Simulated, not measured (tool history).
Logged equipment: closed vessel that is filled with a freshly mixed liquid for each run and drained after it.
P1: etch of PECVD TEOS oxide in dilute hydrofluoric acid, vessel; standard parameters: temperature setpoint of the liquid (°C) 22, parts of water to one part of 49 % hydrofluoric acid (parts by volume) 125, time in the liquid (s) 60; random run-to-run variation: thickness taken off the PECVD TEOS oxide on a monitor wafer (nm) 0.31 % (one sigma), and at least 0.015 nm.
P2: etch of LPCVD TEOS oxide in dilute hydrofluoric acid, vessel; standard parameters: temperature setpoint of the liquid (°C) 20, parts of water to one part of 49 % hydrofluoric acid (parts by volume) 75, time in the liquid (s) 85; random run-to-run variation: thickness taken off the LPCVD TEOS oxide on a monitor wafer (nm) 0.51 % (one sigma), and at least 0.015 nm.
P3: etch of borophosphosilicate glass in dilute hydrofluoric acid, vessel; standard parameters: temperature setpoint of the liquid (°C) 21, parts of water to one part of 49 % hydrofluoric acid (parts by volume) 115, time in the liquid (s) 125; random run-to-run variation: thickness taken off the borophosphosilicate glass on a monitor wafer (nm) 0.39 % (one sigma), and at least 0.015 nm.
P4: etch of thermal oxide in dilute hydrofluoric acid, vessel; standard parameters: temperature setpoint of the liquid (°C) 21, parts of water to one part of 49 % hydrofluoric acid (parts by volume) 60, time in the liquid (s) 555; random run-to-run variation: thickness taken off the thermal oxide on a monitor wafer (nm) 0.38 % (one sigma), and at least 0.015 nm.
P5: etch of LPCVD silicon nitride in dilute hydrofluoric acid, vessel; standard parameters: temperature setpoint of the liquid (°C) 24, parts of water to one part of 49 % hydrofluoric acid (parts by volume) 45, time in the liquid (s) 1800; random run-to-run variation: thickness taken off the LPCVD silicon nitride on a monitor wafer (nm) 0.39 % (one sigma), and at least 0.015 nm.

run   hour  process that ran  temperature setpoint of the liquid (°C)  parts of water to one part of 49 % hydrofluoric acid (parts by volume)  time in the liquid (s)  thickness taken off the PECVD TEOS oxide on a monitor wafer (nm)  thickness taken off the LPCVD silicon nitride on a monitor wafer (nm)  thickness taken off the borophosphosilicate glass on a monitor wafer (nm)  thickness taken off the thermal oxide on a monitor wafer (nm)  thickness taken off the LPCVD TEOS oxide on a monitor wafer (nm)
  1   15.6                P1                                       22                                                                     125                      60                                                            6.9944
  2   26.4                P1                                       22                                                                      65                      60                                                            14.482
  3   36.1                P5                                       24                                                                      45                     970                                                                                                                                   11.458
  4   45.7                P1                                       30                                                                     125                      60                                                             9.467
  5   61.9                P3                                       21                                                                     115                     125                                                                                                                                                                                                              25.209
  6   74.6                P4                                     26.5                                                                      60                     555                                                                                                                                                                                                                                                                             53.462
  7     85                P2                                       20                                                                      35                      85                                                                                                                                                                                                                                                                                                                                               44.591
  8   94.7                P1                                       22                                                                     125                      60                                                            7.0201
  9  108.1                P4                                       21                                                                      60                      65                                                                                                                                                                                                                                                                             4.9823
 10  121.7                P4                                       21                                                                      60                     555                                                                                                                                                                                                                                                                             42.349
 11  130.3                P3                                       21                                                                      55                     125                                                                                                                                                                                                              56.704
 12  144.4                P2                                       20                                                                      75                      85                                                                                                                                                                                                                                                                                                                                               19.836
 13  160.9                P3                                       21                                                                     115                     205                                                                                                                                                                                                              41.621
 14  175.8                P2                                       20                                                                      75                      85                                                                                                                                                                                                                                                                                                                                               19.947
 15  185.1                P1                                       22                                                                      50                     110                                                            35.109
 16  195.1                P5                                       17                                                                      45                    1800                                                                                                                                   13.078
 17  209.9                P3                                     29.5                                                                     115                     125                                                                                                                                                                                                               35.27
 18  228.9                P1                                       22                                                                     125                      30                                                            3.5192
 19  247.7                P1                                       22                                                                     125                     105                                                            12.259
 20  265.4                P5                                       24                                                                      75                    1800                                                                                                                                   12.861
 21  275.1                P1                                       22                                                                     125                      60                                                            7.0448
 22  288.8                P2                                       20                                                                      75                      45                                                                                                                                                                                                                                                                                                                                               10.591
 23  297.7                P1                                       22                                                                     220                      60                                                            3.6097
 24  316.9                P2                                       17                                                                      75                      85                                                                                                                                                                                                                                                                                                                                               17.505
 25    334                P5                                       24                                                                      45                    1800                                                                                                                                   21.236
 26  346.7                P5                                       24                                                                      45                    1800                                                                                                                                   21.061
 27  355.6                P1                                       22                                                                     125                      60                                                            6.9799
 28  365.4                P1                                       17                                                                      30                      60                                                            26.502
 29  374.2                P1                                       17                                                                     125                      60                                                            5.7308
 30  382.9                P3                                       21                                                                     115                     125                                                                                                                                                                                                              25.408
 31  395.5                P1                                       22                                                                     125                      60                                                            6.9668
 32  412.6                P4                                       21                                                                      20                     555                                                                                                                                                                                                                                                                             133.87
 33  424.1                P1                                       22                                                                     125                      60                                                            7.0338
 34    434                P1                                       22                                                                     125                      60                                                            7.1497
 35    449                P1                                       22                                                                     125                      60                                                            7.2227
 36  462.9                P1                                       22                                                                     125                      60                                                            7.3598
 37  472.4                P1                                       22                                                                     125                      60                                                            7.3866
 38  489.8                P1                                       22                                                                     125                      60                                                             7.429
 39  499.3                P1                                       22                                                                     125                      60                                                            7.4399
 40  510.4                P1                                       22                                                                     125                      60                                                            7.4662
 41  524.4                P1                                       22                                                                     125                      60                                                            7.4678
 42  533.8                P1                                       22                                                                     125                      60                                                            7.4868
 43  552.2                P1                                       22                                                                     125                      60                                                            7.4297

P1 has crept away from where it was. The log is fitted equally well by each of these 2 causes, at the sizes shown:
A: liquid hotter than its thermometer reads (K) = 1.7
B: hydrofluoric acid flow above the setpoint (%) = 6.03
The gradual shift began around hour 424.1.

Consider the 4 single-wafer check runs listed below, results given as question marks: which one distinguishes between the causes by giving clearly different results for each?
check 1  570.6                P5                                       24                                                                      60                    1800                                                                                                                                        ?
check 2  570.6                P2                                       17                                                                      75                      85                                                                                                                                                                                                                                                                                                                                                    ?
check 3  570.6                P4                                       26                                                                      60                     140                                                                                                                                                                                                                                                                                  ?
check 4  570.6                P3                                       24                                                                     115                     200                                                                                                                                                                                                                   ?

If the cause were each of the candidates in turn, the checks would give the following:
  check                                                                     result    if A    if B
check 1      thickness taken off the LPCVD silicon nitride on a monitor wafer (nm)  17.921  16.946
check 2           thickness taken off the LPCVD TEOS oxide on a monitor wafer (nm)  18.918  18.748
check 3              thickness taken off the thermal oxide on a monitor wafer (nm)  14.086  14.021
check 4  thickness taken off the borophosphosilicate glass on a monitor wafer (nm)  48.675  48.692
How far apart the two closest causes lie, in the result that separates them most: check 1 5.59 %; check 2 0.9 %; check 3 0.46 %; check 4 0.04 %
The other checks would show nearly matching results whichever cause is true, so check 1 is the only one that separates the causes.

Check 1 was then run and gave: thickness taken off the LPCVD silicon nitride on a monitor wafer (nm) 16.997. Which cause is it?

The cause is B: hydrofluoric acid flow above the setpoint (%).
